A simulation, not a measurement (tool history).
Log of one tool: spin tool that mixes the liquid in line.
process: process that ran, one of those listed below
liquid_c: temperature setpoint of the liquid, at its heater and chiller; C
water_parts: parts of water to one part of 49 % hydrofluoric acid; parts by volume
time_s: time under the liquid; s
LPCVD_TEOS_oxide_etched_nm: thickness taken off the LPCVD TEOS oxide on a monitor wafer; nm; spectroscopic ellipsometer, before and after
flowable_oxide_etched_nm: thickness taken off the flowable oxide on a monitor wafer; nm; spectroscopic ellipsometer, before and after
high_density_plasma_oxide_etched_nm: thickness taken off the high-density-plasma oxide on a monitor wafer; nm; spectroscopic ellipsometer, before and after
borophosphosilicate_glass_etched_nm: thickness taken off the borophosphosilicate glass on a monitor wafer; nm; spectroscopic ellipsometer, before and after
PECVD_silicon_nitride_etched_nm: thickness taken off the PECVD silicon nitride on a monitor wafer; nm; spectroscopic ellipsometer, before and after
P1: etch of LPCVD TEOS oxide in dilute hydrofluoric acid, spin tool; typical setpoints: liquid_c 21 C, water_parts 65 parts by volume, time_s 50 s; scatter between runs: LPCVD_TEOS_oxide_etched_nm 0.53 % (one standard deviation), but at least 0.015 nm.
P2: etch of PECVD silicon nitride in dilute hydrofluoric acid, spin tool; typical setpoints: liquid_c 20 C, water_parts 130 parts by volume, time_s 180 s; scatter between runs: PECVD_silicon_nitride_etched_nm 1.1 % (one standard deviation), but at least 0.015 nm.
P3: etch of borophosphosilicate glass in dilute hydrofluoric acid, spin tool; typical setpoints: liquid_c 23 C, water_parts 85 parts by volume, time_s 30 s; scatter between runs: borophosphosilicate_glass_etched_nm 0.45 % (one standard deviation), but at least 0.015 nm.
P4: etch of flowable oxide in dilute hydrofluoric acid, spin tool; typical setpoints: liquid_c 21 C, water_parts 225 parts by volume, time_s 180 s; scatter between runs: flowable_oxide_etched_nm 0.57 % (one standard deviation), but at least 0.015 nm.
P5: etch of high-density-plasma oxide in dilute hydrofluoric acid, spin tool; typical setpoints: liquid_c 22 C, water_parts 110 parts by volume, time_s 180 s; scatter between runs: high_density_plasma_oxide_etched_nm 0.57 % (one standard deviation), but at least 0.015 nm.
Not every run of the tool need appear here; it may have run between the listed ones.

run     day  process  liquid_c  water_parts  time_s  hours since the thermometer was replaced  hours since the hydrofluoric acid flow meter was replaced  LPCVD_TEOS_oxide_etched_nm  flowable_oxide_etched_nm  high_density_plasma_oxide_etched_nm  borophosphosilicate_glass_etched_nm  PECVD_silicon_nitride_etched_nm
  1   0.612       P1        21           65      50                                     768.9                                                      372.1                     12.0600
  2   1.142       P4        17          225     180                                     781.6                                                      384.8                                               26.2760
  3   1.800       P5        22          110     180                                     797.4                                                      400.6                                                                                     14.432
  4   2.142       P3        23           85      30                                     805.6                                                      408.8                                                                                                                         15.3600
  5   2.554       P1        17           65      50                                     815.5                                                      418.7                     10.2350
  6   2.896       P1        21           65      50                                     823.7                                                      426.9                     12.0710
  7   3.554       P4        21          225     180                                     839.5                                                      442.7                                               30.6220
  8   4.012       P1        21           65      25                                     850.5                                                      453.7                      5.9809
  9   4.475       P4        21          225     180                                     861.6                                                      464.8                                               30.7950
 10   4.921       P1        21           65      50                                     872.3                                                      475.5                     12.0740
 11   5.454       P3        23          135      30                                     885.1                                                      488.3                                                                                                                          9.1908
 12   5.938       P1        21           65      85                                     896.7                                                      499.9                     20.4300
 13   6.308       P2        20          130     320                                     905.6                                                      508.8                                                                                                                                                           3.8942
 14   6.871       P1        21           20      50                                     919.1                                                      522.3                     41.1240
 15   7.225       P1        17           65      90                                     927.6                                                      530.8                     18.1040
 16   7.692       P5        22           45     180                                     938.8                                                      542.0                                                                                     38.072
 17   8.283       P1        21           65      50                                     953.0                                                      556.2                     11.9200
 18   8.808       P2        20           40     180                                     965.6                                                      568.8                                                                                                                                                           6.7026
 19   9.479       P1        21          110      50                                     981.7                                                      584.9                      6.6631
 20   9.958       P2        17          130     180                                     993.2                                                      596.4                                                                                                                                                           1.7215
 21  10.346       P1        26           65      50                                    1002.5                                                      605.7                     14.5940
 22  10.858       P4        21           45     180                                    1014.8                                                      618.0                                              185.5800
 23  11.212       P4        21          225      40                                    1023.3                                                      626.5                                                6.7993
     11.800  -- thermometer replaced
 24  11.804       P5        22          110      55                                       0.2                                                      640.7                                                                                      4.426
 25  12.175       P3        23           85      60                                       9.1                                                      649.6                                                                                                                         30.7940
 26  12.754       P2        20          130     180                                      23.0                                                      663.5                                                                                                                                                           2.1684
 27  13.183       P1        21           65      50                                      33.3                                                      673.8                     12.0490
 28  13.550       P5        18          110     180                                      42.1                                                      682.6                                                                                     12.313
 29  14.029       P3        17           85      30                                      53.6                                                      694.1                                                                                                                         11.9410
 30  14.588       P1        21           65      50                                      67.0                                                      707.5                     12.1350
 31  15.104       P1        21           65      50                                      79.4                                                      719.9                     12.3370
 32  15.512       P1        21           65      50                                      89.2                                                      729.7                     12.4720
 33  16.025       P1        21           65      50                                     101.5                                                      742.0                     12.5840
 34  16.483       P1        21           65      50                                     112.5                                                      753.0                     12.7980
 35  17.175       P1        21           65      50                                     129.1                                                      769.6                     12.9580
 36  17.575       P1        21           65      50                                     138.7                                                      779.2                     12.8640
 37  18.071       P1        21           65      50                                     150.6                                                      791.1                     12.8480
 38  18.621       P1        21           65      50                                     163.8                                                      804.3                     12.8020
 39  18.979       P1        21           65      50                                     172.4                                                      812.9                     12.8120
 40  19.475       P1        21           65      50                                     184.3                                                      824.8                     12.8370

What P1 gives has crept off from where it sat before. The 2 causes that follow fit the log equally well, each at the size noted:
A: hydrofluoric acid flow above the setpoint (%) = 7.11
B: liquid hotter than its thermometer reads (K) = 1.79
Onset of the creep was near day 14.588.

Which of the check runs below tells the causes apart, meaning the causes would give it clearly different results? Each run uses 3 wafers whose results are averaged, and each result is shown as a question mark.
check 1  19.971       P4        21           50     180                                                                                                                                                          ?
check 2  19.971       P5        22           70     180                                                                                                                                                                                               ?
check 3  19.971       P3        17           85      60                                                                                                                                                                                                                                    ?
check 4  19.971       P2        17          130     180                                                                                                                                                                                                                                                                     ?

What each check would give under each cause:
  check                               result      if A      if B
check 1             flowable_oxide_etched_nm  179.0000  179.3800
check 2  high_density_plasma_oxide_etched_nm    25.671    25.639
check 3  borophosphosilicate_glass_etched_nm   25.8170   25.8410
check 4      PECVD_silicon_nitride_etched_nm    1.8831    1.9922
Separation of the two closest causes in each check, using whichever result separates them best: check 1 0.21 %; check 2 0.13 %; check 3 0.09 %; check 4 5.63 %
Of the check runs offered, only check 4 discriminates between the causes; the rest would read about the same regardless of which cause applies.

Check 4 was carried out, with these results: PECVD_silicon_nitride_etched_nm 1.9008 nm. Which of the listed causes is responsible?

It is A: hydrofluoric acid flow above the setpoint (%).

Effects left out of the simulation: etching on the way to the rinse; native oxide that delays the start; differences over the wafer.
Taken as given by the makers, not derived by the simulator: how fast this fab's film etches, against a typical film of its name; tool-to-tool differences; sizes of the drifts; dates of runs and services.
